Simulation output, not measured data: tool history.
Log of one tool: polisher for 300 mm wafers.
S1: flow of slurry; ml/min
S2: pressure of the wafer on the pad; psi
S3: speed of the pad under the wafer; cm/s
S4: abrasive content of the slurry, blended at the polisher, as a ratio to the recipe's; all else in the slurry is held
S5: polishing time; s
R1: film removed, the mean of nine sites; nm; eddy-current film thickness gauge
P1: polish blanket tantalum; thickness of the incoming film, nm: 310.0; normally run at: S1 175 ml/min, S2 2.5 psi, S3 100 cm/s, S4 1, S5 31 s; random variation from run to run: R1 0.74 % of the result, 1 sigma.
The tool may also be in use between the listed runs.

run,day,S1,S2,S3,S4,S5,R1
1,0.462,175,2.5,100,1,31,72.74
2,0.758,175,1.2,100,1,31,35.226
3,1.208,175,2.5,100,1,31,73.864
4,1.433,175,2.5,100,1,31,72.69
5,1.829,175,3.5,100,1,31,103.01
6,2.129,105,2.5,100,1,19,40.4
7,2.533,175,2.5,100,1,49,115.93
8,2.875,175,2.5,100,1,31,73.263
9,3.329,175,2.5,56,1,31,41.162
10,3.662,175,2.5,100,1.35,31,79.421
11,4.075,270,2.5,100,0.7,31,69.94
12,4.421,175,2.5,150,1,31,111.63
13,4.721,175,2.5,100,1,31,74.694
14,5.017,120,2.5,100,1,31,69.265
15,5.442,255,2.5,100,1,31,76.792
16,5.696,175,2.5,100,1,14,33.165
17,6.129,175,2.5,100,0.6,31,61.148
18,6.558,175,1.1,44,1,31,14.202
19,6.996,175,2.5,100,1,31,73.441
20,7.242,175,2.5,100,1,31,72.933
21,7.454,175,2.5,100,1,31,70.634
22,7.679,175,2.5,100,1,31,71.155
23,7.921,175,2.5,100,1,31,69.687
24,8.217,175,2.5,100,1,31,69.052
25,8.662,175,2.5,100,1,31,68.91
# day 8.783: slurry blender recalibrated
26,9.046,175,2.5,100,1,31,67.523
# day 9.175: worn pad replaced by a new one
27,9.442,175,2.5,100,1,31,67.134
28,9.717,175,2.5,100,1,31,68.088
29,10.033,175,2.5,100,1,31,67.435

What P1 gives has crept away from where it was. These 2 causes fit the log equally well, each at the size given:
A: slurry flow missing at the pad, % = 38.1
B: head's pressure below its setpoint, % = 8.63
The creep began at about day 6.996.
Why every other cause is out:
removal rate lost through wear of the pad, %: serviced at day 9.175, which brought nothing back
abrasive missing from the slurry, %: serviced at day 8.783, which brought nothing back

4 check runs are offered, each on 5 wafers whose results are averaged, their results left as question marks. Which one tells the causes apart?
check 1,10.35,175,2.5,100,1,38,?
check 2,10.35,175,1.2,100,1,48,?
check 3,10.35,135,2.5,100,1,31,?
check 4,10.35,175,2.5,60,0.75,31,?

What each check would give under each cause:
check,result,if A,if B
check 1,R1,82.572,82.578
check 2,R1,50.065,50.069
check 3,R1,62.953,64.47
check 4,R1,36.902,36.905
How far apart the two closest causes lie, in the result that separates them most: check 1 0.01 %; check 2 0.01 %; check 3 2.38 %; check 4 0.01 %
Check 3 tells the causes apart: in the others they would give nearly the same result.

Then check 3 was run and gave: R1 62.989 nm. Which cause is it?

It is A: slurry flow missing at the pad, %.
